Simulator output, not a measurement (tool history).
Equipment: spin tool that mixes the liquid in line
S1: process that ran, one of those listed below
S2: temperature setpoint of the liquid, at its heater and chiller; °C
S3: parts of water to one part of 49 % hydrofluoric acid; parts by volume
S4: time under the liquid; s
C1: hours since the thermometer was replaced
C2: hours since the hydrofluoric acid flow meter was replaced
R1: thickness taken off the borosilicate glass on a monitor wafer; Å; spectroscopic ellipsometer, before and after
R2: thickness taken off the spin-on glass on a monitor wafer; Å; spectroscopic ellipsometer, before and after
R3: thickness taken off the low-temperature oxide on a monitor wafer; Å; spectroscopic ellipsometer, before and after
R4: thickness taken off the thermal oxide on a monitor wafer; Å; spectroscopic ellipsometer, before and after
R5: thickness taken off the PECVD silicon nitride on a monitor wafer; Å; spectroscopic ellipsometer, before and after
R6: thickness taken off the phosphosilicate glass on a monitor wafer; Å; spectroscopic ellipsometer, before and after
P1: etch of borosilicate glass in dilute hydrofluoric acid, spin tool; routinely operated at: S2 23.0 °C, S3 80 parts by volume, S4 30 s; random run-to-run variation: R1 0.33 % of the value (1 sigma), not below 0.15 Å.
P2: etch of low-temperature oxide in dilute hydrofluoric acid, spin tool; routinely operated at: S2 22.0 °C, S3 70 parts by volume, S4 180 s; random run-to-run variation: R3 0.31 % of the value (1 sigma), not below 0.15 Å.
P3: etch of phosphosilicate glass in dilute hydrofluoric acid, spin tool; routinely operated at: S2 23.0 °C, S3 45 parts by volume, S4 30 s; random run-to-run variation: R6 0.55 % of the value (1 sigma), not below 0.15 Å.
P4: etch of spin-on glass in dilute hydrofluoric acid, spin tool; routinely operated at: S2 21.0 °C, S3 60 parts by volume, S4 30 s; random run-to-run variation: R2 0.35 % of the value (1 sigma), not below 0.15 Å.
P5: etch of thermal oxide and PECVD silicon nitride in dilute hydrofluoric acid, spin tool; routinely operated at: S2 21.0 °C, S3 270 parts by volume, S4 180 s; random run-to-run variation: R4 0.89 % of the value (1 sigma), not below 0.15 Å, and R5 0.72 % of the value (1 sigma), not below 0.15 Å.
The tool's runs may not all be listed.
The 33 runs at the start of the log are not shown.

{"run": 34, "hour": 250.4, "S1": "P1", "S2": 23.0, "S3": 80, "S4": 30, "C1": 125.1, "C2": 101.2, "R1": 141.3}
{"run": 35, "hour": 258.6, "S1": "P1", "S2": 23.0, "S3": 80, "S4": 30, "C1": 133.3, "C2": 109.4, "R1": 143.06}
{"run": 36, "hour": 267.6, "S1": "P1", "S2": 23.0, "S3": 80, "S4": 30, "C1": 142.3, "C2": 118.4, "R1": 143.57}
{"run": 37, "hour": 273.6, "S1": "P1", "S2": 23.0, "S3": 80, "S4": 30, "C1": 148.3, "C2": 124.4, "R1": 144.02}
{"run": 38, "hour": 282.8, "S1": "P1", "S2": 23.0, "S3": 80, "S4": 30, "C1": 157.5, "C2": 133.6, "R1": 143.17}
{"run": 39, "hour": 287.4, "S1": "P1", "S2": 23.0, "S3": 80, "S4": 30, "C1": 162.1, "C2": 138.2, "R1": 145.19}
{"run": 40, "hour": 294.6, "S1": "P1", "S2": 23.0, "S3": 80, "S4": 30, "C1": 169.3, "C2": 145.4, "R1": 144.92}
{"run": 41, "hour": 301.6, "S1": "P1", "S2": 23.0, "S3": 80, "S4": 30, "C1": 176.3, "C2": 152.4, "R1": 145.15}

What will run 42 give?
{"run": 42, "hour": 309.6, "S1": "P1", "S2": 23.0, "S3": 80, "S4": 30, "C1": 184.3, "C2": 160.4, "R1": "?"}

For run 42 the tool returned R1 145.250 Å.
